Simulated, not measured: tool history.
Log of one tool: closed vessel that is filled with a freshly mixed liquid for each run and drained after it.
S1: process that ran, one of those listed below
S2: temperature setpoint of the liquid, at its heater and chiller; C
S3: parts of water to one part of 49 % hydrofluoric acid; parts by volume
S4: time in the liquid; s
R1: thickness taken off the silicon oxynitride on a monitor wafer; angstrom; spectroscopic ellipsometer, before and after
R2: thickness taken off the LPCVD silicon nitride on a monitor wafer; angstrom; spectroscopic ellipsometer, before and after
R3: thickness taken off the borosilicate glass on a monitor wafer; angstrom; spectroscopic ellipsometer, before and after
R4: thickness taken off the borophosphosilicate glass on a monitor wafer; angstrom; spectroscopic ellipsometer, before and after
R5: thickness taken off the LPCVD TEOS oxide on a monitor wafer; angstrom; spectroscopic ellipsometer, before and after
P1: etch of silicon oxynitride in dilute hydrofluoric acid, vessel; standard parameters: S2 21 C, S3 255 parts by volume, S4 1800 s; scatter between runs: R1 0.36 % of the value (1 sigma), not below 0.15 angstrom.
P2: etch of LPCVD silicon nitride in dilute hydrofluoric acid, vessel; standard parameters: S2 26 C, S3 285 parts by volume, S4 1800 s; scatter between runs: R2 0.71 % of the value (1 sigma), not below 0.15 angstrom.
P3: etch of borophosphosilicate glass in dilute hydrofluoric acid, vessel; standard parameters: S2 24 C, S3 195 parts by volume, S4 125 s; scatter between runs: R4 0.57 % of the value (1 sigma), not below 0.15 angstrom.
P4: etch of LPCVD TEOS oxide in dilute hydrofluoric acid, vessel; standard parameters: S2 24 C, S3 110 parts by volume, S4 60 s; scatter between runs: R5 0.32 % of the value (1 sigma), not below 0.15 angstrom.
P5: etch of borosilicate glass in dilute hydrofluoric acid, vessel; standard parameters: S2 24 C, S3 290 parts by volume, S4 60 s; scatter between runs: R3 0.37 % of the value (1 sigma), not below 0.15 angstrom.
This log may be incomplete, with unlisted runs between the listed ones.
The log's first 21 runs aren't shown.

run,hour,S1,S2,S3,S4,R1,R2,R3,R4,R5
22,203.5,P3,24,195,125,,,,308.74,
23,213.5,P1,17,255,1800,102.15,,,,
24,224.4,P1,17,70,1800,419.77,,,,
25,236,P3,24,195,125,,,,308.59,
26,247.1,P3,24,195,195,,,,482.93,
27,254.4,P2,34,285,1800,,51.978,,,
28,262.8,P1,21,255,1800,121.74,,,,
29,273.6,P1,29.5,255,1800,176.63,,,,
30,279.5,P3,18,195,125,,,,245.35,
31,289.6,P5,24,290,60,,,59.007,,
32,295.6,P1,21,255,1800,123.51,,,,
33,307.4,P1,21,255,1800,118.44,,,,
34,314.3,P1,21,255,1800,117.38,,,,
35,323.8,P1,21,255,1800,115.09,,,,
36,331,P1,21,255,1800,113.9,,,,
37,339.6,P1,21,255,1800,114.13,,,,
38,349.3,P1,21,255,1800,113.45,,,,
39,361.4,P1,21,255,1800,113.41,,,,
40,370.5,P1,21,255,1800,112.26,,,,
41,377.7,P1,21,255,1800,112.26,,,,

What does the tool deliver on the next run?
42,383.1,P1,21,255,1800,?,,,,

{"run 42": {"R1": 112.03}}
